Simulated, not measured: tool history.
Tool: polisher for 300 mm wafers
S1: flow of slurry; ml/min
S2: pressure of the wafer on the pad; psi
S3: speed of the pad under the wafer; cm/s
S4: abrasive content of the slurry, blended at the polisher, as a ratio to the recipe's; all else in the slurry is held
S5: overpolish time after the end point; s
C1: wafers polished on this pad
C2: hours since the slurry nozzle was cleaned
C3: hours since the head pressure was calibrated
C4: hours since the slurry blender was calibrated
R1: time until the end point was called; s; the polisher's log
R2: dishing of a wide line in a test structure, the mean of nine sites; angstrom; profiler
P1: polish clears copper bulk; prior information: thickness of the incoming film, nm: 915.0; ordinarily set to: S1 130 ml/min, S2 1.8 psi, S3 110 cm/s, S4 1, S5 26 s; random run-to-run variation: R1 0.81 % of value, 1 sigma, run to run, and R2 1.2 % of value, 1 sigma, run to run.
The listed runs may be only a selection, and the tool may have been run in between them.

{"run": 1, "hour": 8.1, "S1": 130, "S2": 1.8, "S3": 110, "S4": 1, "S5": 26, "C1": 866, "C2": 307.9, "C3": 567.3, "C4": 39.7, "R1": 176.08, "R2": 739.06}
{"run": 2, "hour": 13.9, "S1": 130, "S2": 1.8, "S3": 110, "S4": 1, "S5": 26, "C1": 921, "C2": 313.7, "C3": 573.1, "C4": 45.5, "R1": 177.71, "R2": 728.6}
{"run": 3, "hour": 21.7, "S1": 130, "S2": 1.8, "S3": 60, "S4": 1, "S5": 26, "C1": 996, "C2": 321.5, "C3": 580.9, "C4": 53.3, "R1": 327.63, "R2": 476.03}
{"run": 4, "hour": 26.8, "S1": 130, "S2": 0.8, "S3": 110, "S4": 1, "S5": 26, "C1": 1045, "C2": 326.6, "C3": 586, "C4": 58.4, "R1": 398.52, "R2": 369.48}
{"run": 5, "hour": 34.2, "S1": 130, "S2": 1.8, "S3": 154, "S4": 1, "S5": 26, "C1": 1116, "C2": 334, "C3": 593.4, "C4": 65.8, "R1": 125.02, "R2": 894.28}
{"run": 6, "hour": 42.6, "S1": 200, "S2": 1.8, "S3": 110, "S4": 1, "S5": 26, "C1": 1196, "C2": 342.4, "C3": 601.8, "C4": 74.2, "R1": 163.19, "R2": 782.7}
{"run": 7, "hour": 46.3, "S1": 130, "S2": 1.8, "S3": 110, "S4": 1.35, "S5": 26, "C1": 1231, "C2": 346.1, "C3": 605.5, "C4": 77.9, "R1": 164.17, "R2": 786.36}
{"run": 8, "hour": 52.8, "S1": 130, "S2": 1.8, "S3": 110, "S4": 1, "S5": 45, "C1": 1294, "C2": 352.6, "C3": 612, "C4": 84.4, "R1": 175.49, "R2": 1013.9}
{"run": 9, "hour": 61.0, "S1": 130, "S2": 1.1, "S3": 110, "S4": 1, "S5": 16, "C1": 1372, "C2": 360.8, "C3": 620.2, "C4": 92.6, "R1": 289.73, "R2": 331.29}
{"run": 10, "hour": 67.0, "S1": 130, "S2": 1.8, "S3": 110, "S4": 1, "S5": 26, "C1": 1429, "C2": 366.8, "C3": 626.2, "C4": 98.6, "R1": 175.91, "R2": 728.2}
{"run": 11, "hour": 73.8, "S1": 130, "S2": 1.8, "S3": 110, "S4": 1, "S5": 26, "C1": 1494, "C2": 373.6, "C3": 633, "C4": 105.4, "R1": 178.74, "R2": 745.2}
{"run": 12, "hour": 79.2, "S1": 130, "S2": 1.8, "S3": 110, "S4": 0.65, "S5": 26, "C1": 1546, "C2": 379, "C3": 638.4, "C4": 110.8, "R1": 194.24, "R2": 691.89}
{"run": 13, "hour": 87.5, "S1": 130, "S2": 1.8, "S3": 84, "S4": 0.75, "S5": 26, "C1": 1625, "C2": 387.3, "C3": 646.7, "C4": 119.1, "R1": 247.63, "R2": 590.45}
{"run": 14, "hour": 92.1, "S1": 130, "S2": 1.8, "S3": 110, "S4": 1, "S5": 8, "C1": 1669, "C2": 391.9, "C3": 651.3, "C4": 123.7, "R1": 177.53, "R2": 294}
{"run": 15, "hour": 100.0, "S1": 130, "S2": 1.8, "S3": 78, "S4": 1.4, "S5": 26, "C1": 1745, "C2": 399.8, "C3": 659.2, "C4": 131.6, "R1": 233.24, "R2": 619.17}
{"run": 16, "hour": 105.8, "S1": 130, "S2": 2.7, "S3": 110, "S4": 1, "S5": 26, "C1": 1801, "C2": 405.6, "C3": 665, "C4": 137.4, "R1": 116.96, "R2": 1021.4}
{"run": 17, "hour": 113.3, "S1": 130, "S2": 1.8, "S3": 110, "S4": 1, "S5": 26, "C1": 1872, "C2": 413.1, "C3": 672.5, "C4": 144.9, "R1": 177.3, "R2": 736.91}

Estimate the outcome of run 18 from the log above:
{"run": 18, "hour": 121.2, "S1": 80, "S2": 1.8, "S3": 110, "S4": 1, "S5": 26, "C1": 1948, "C2": 421, "C3": 680.4, "C4": 152.8, "R1": "?", "R2": "?"}

Logged for run 18: R1 198.36 s, R2 668.13 angstrom.

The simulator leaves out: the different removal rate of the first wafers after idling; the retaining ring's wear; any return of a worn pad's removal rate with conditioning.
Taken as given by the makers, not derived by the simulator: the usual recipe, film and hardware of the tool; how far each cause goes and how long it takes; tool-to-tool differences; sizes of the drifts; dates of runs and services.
